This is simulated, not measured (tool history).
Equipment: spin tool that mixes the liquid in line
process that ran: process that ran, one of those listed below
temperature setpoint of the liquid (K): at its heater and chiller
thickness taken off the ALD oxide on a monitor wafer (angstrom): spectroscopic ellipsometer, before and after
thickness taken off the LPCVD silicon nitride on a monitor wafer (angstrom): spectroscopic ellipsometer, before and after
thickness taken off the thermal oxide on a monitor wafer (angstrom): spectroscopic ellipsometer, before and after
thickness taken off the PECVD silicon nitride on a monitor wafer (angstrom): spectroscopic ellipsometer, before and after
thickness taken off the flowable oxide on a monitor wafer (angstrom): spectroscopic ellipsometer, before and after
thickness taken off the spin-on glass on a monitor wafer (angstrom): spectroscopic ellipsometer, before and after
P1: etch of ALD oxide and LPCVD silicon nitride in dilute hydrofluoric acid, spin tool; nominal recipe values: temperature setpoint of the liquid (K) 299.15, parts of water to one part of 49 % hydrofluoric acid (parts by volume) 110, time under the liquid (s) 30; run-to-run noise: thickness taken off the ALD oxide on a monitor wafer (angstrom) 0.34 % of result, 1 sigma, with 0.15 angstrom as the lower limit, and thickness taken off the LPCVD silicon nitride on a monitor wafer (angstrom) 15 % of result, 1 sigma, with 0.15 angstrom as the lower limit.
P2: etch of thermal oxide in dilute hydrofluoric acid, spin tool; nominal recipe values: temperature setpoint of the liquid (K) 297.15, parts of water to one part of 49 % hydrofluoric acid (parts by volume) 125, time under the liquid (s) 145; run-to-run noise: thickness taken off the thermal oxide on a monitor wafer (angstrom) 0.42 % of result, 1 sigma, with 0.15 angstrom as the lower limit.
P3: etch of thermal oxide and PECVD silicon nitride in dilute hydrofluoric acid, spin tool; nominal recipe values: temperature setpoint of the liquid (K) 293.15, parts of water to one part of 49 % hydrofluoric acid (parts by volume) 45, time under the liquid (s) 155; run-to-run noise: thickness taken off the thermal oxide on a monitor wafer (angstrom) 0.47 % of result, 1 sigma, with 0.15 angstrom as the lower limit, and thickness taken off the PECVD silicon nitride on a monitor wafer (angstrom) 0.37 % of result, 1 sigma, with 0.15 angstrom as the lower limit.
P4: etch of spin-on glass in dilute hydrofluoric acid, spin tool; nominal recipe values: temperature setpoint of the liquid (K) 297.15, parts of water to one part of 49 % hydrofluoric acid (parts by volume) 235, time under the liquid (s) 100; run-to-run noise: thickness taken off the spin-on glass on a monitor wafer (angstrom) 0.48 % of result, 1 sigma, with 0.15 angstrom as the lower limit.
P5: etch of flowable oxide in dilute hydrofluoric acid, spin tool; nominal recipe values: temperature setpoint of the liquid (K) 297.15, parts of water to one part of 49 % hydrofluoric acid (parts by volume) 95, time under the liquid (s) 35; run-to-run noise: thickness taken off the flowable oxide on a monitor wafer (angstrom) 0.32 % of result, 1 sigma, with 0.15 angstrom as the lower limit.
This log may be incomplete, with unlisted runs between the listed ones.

run   hour  process that ran  temperature setpoint of the liquid (K)  parts of water to one part of 49 % hydrofluoric acid (parts by volume)  time under the liquid (s)  thickness taken off the ALD oxide on a monitor wafer (angstrom)  thickness taken off the LPCVD silicon nitride on a monitor wafer (angstrom)  thickness taken off the thermal oxide on a monitor wafer (angstrom)  thickness taken off the PECVD silicon nitride on a monitor wafer (angstrom)  thickness taken off the flowable oxide on a monitor wafer (angstrom)  thickness taken off the spin-on glass on a monitor wafer (angstrom)
  1    6.5                P1                                  299.15                                                                     110                         30                                                           67.155                                                                       1.9083
  2   14.3                P3                                  293.15                                                                      45                        155                                                                                                                                                                                                             148.65                                                                       142.78
  3   24.3                P1                                  299.15                                                                     110                         30                                                            67.32                                                                       1.9662
  4   30.9                P5                                  297.15                                                                      95                         15                                                                                                                                                                                                                                                                                                                                                                64.287
  5   39.5                P3                                  293.15                                                                      30                        155                                                                                                                                                                                                             225.02                                                                       211.13
  6   48.5                P1                                  299.15                                                                     110                         30                                                           66.996                                                                       1.7281
  7     57                P4                                  297.15                                                                     235                        100                                                                                                                                                                                                                                                                                                                                                                                                                                     107.26
  8   65.5                P1                                  299.15                                                                     110                         30                                                           67.624                                                                       1.3962
  9   73.1                P1                                  305.65                                                                     110                         30                                                           85.701                                                                       2.2693
 10   79.2                P3                                  300.65                                                                      45                        155                                                                                                                                                                                                             201.21                                                                       236.31
 11     90                P4                                  304.15                                                                     235                        100                                                                                                                                                                                                                                                                                                                                                                                                                                     136.62
 12   97.2                P1                                  299.15                                                                     110                         15                                                           33.551                                                                        1.025
 13  102.8                P2                                  290.15                                                                     125                        145                                                                                                                                                                                                             40.633
 14    112                P3                                  293.15                                                                      45                        155                                                                                                                                                                                                             148.62                                                                       142.32
 15  123.3                P5                                  297.15                                                                      30                         35                                                                                                                                                                                                                                                                                                                                                                519.83
 16  134.8                P2                                  297.15                                                                     125                        145                                                                                                                                                                                                             53.932
 17  142.8                P1                                  292.65                                                                     110                         30                                                            51.88                                                                       1.0092
 18  150.2                P1                                  299.15                                                                      40                         50                                                           338.84                                                                       8.5382
 19  156.8                P2                                  297.15                                                                     125                        145                                                                                                                                                                                                             53.896
 20    167                P4                                  297.15                                                                     235                         30                                                                                                                                                                                                                                                                                                                                                                                                                                     31.846
 21  177.3                P5                                  297.15                                                                      95                         35                                                                                                                                                                                                                                                                                                                                                                 151.1
 22  183.4                P4                                  297.15                                                                     235                        100                                                                                                                                                                                                                                                                                                                                                                                                                                      106.1
 23    194                P1                                  291.15                                                                     110                         15                                                            24.41                                                                      0.55098
 24  204.7                P5                                  297.15                                                                      95                         35                                                                                                                                                                                                                                                                                                                                                                149.84
 25  211.8                P1                                  299.15                                                                     110                         30                                                           67.764                                                                       1.7025
 26  220.1                P1                                  299.15                                                                     110                         60                                                           134.72                                                                        2.653
 27  226.7                P2                                  297.15                                                                     170                        145                                                                                                                                                                                                             37.266
 28  232.5                P5                                  302.65                                                                      95                         35                                                                                                                                                                                                                                                                                                                                                                186.83
 29  243.4                P1                                  299.15                                                                     170                         30                                                           40.628                                                                       1.1614
 30  252.2                P1                                  299.15                                                                     110                         30                                                           67.448                                                                       1.6101

Estimate the outcome of run 31 from the log above:
 31  259.8                P4                                  297.15                                                                     135                        100                                                                                                                                                                                                                                                                                                                                                                                                                                          ?

{"run 31": {"thickness taken off the spin-on glass on a monitor wafer (angstrom)": 207.02}}
